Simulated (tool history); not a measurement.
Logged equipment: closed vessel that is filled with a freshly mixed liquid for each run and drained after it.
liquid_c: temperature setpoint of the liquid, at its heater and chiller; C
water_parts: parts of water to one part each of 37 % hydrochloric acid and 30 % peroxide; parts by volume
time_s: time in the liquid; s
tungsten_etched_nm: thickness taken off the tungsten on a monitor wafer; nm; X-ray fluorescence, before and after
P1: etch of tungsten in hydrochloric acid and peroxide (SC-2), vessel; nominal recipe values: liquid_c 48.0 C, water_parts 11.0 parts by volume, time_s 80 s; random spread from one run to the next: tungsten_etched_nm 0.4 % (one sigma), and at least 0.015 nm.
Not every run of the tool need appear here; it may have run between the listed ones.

| run | hour | liquid_c | water_parts | time_s | hours since the thermometer was replaced | hours since the chemicals flow meter was replaced | hours since the drum of peroxide was connected | tungsten_etched_nm |
|---|---|---|---|---|---|---|---|---|
| 1 | 8.0 | 48.0 | 11.0 | 80 | 991.2 | 812.1 | 51.0 | 14.2670 |
| 2 | 22.0 | 48.0 | 11.0 | 30 | 1005.2 | 826.1 | 65.0 | 5.3667 |
| 3 | 32.9 | 38.5 | 7.5 | 80 | 1016.1 | 837.0 | 75.9 | 10.0310 |
| 4 | 41.9 | 48.0 | 11.0 | 80 | 1025.1 | 846.0 | 84.9 | 14.2450 |
| 5 | 52.8 | 48.0 | 11.0 | 80 | 1036.0 | 856.9 | 95.8 | 14.2160 |
| 6 | 62.5 | 48.0 | 11.0 | 80 | 1045.7 | 866.6 | 105.5 | 14.2810 |
| 7 | 77.0 | 48.0 | 4.0 | 80 | 1060.2 | 881.1 | 120.0 | 30.9680 |
| 8 | 86.3 | 35.0 | 11.0 | 80 | 1069.5 | 890.4 | 129.3 | 5.6810 |
|  | 94.0 | new drum of peroxide connected |
| 9 | 97.8 | 48.0 | 19.5 | 80 | 1081.0 | 901.9 | 3.8 | 8.6544 |
| 10 | 108.6 | 48.0 | 11.0 | 160 | 1091.8 | 912.7 | 14.6 | 28.4370 |
| 11 | 115.6 | 48.0 | 11.0 | 80 | 1098.8 | 919.7 | 21.6 | 14.2390 |
| 12 | 124.5 | 48.0 | 11.0 | 80 | 1107.7 | 928.6 | 30.5 | 14.2940 |
| 13 | 137.4 | 64.0 | 11.0 | 80 | 1120.6 | 941.5 | 43.4 | 39.8470 |
| 14 | 148.2 | 48.0 | 11.0 | 80 | 1131.4 | 952.3 | 54.2 | 14.2150 |
| 15 | 158.2 | 48.0 | 11.0 | 80 | 1141.4 | 962.3 | 64.2 | 14.6360 |
| 16 | 168.8 | 48.0 | 11.0 | 80 | 1152.0 | 972.9 | 74.8 | 14.7490 |
| 17 | 184.2 | 48.0 | 11.0 | 80 | 1167.4 | 988.3 | 90.2 | 15.0280 |
| 18 | 198.9 | 48.0 | 11.0 | 80 | 1182.1 | 1003.0 | 104.9 | 15.1760 |
| 19 | 214.1 | 48.0 | 11.0 | 80 | 1197.3 | 1018.2 | 120.1 | 15.2030 |
| 20 | 223.6 | 48.0 | 11.0 | 80 | 1206.8 | 1027.7 | 129.6 | 15.4080 |
| 21 | 238.5 | 48.0 | 11.0 | 80 | 1221.7 | 1042.6 | 144.5 | 15.4330 |
| 22 | 249.4 | 48.0 | 11.0 | 80 | 1232.6 | 1053.5 | 155.4 | 15.3730 |
| 23 | 257.7 | 48.0 | 11.0 | 80 | 1240.9 | 1061.8 | 163.7 | 15.2870 |
| 24 | 269.6 | 48.0 | 11.0 | 80 | 1252.8 | 1073.7 | 175.6 | 15.4000 |
| 25 | 276.9 | 48.0 | 11.0 | 80 | 1260.1 | 1081.0 | 182.9 | 15.5120 |

The log shows P1 creeping away from where it was. Any of the 2 causes listed here, at the size stated for it, fits the log just as well as the others:
A: liquid hotter than its thermometer reads (K) = 1.21
B: chemicals flow above the setpoint (%) = 10.2
The onset of the drift is placed at about hour 148.2.
Why every other cause is out:
peroxide weaker than its label (%): 8 at the very most, moving tungsten_etched_nm by -7.4 %, which is either too weak or the wrong sign

Below are 4 check runs, each averaged over 3 wafers, with their results shown as question marks. Which of them would give clearly different results depending on which cause is behind the drift?
| check 1 | 284.2 | 41.0 | 11.0 | 155 |  |  |  | ? |
| check 2 | 284.2 | 61.0 | 6.0 | 80 |  |  |  | ? |
| check 3 | 284.2 | 38.5 | 4.5 | 80 |  |  |  | ? |
| check 4 | 284.2 | 62.0 | 5.5 | 80 |  |  |  | ? |

What each check would give under each cause:
| check | result | if A | if B |
|---|---|---|---|
| check 1 | tungsten_etched_nm | 18.5220 | 18.4580 |
| check 2 | tungsten_etched_nm | 57.9630 | 57.7730 |
| check 3 | tungsten_etched_nm | 16.0270 | 15.7090 |
| check 4 | tungsten_etched_nm | 65.7640 | 65.4710 |
Distance between the nearest two causes, measured in the result of the check that separates them most: check 1 0.35 %; check 2 0.33 %; check 3 2.01 %; check 4 0.45 %
Only check 3 tells the causes apart: in the others they would give nearly the same result.

The results of check 3 are: tungsten_etched_nm 16.1020 nm. Based on these, which of the listed causes is it?

The correct cause is A, namely: liquid hotter than its thermometer reads (K).
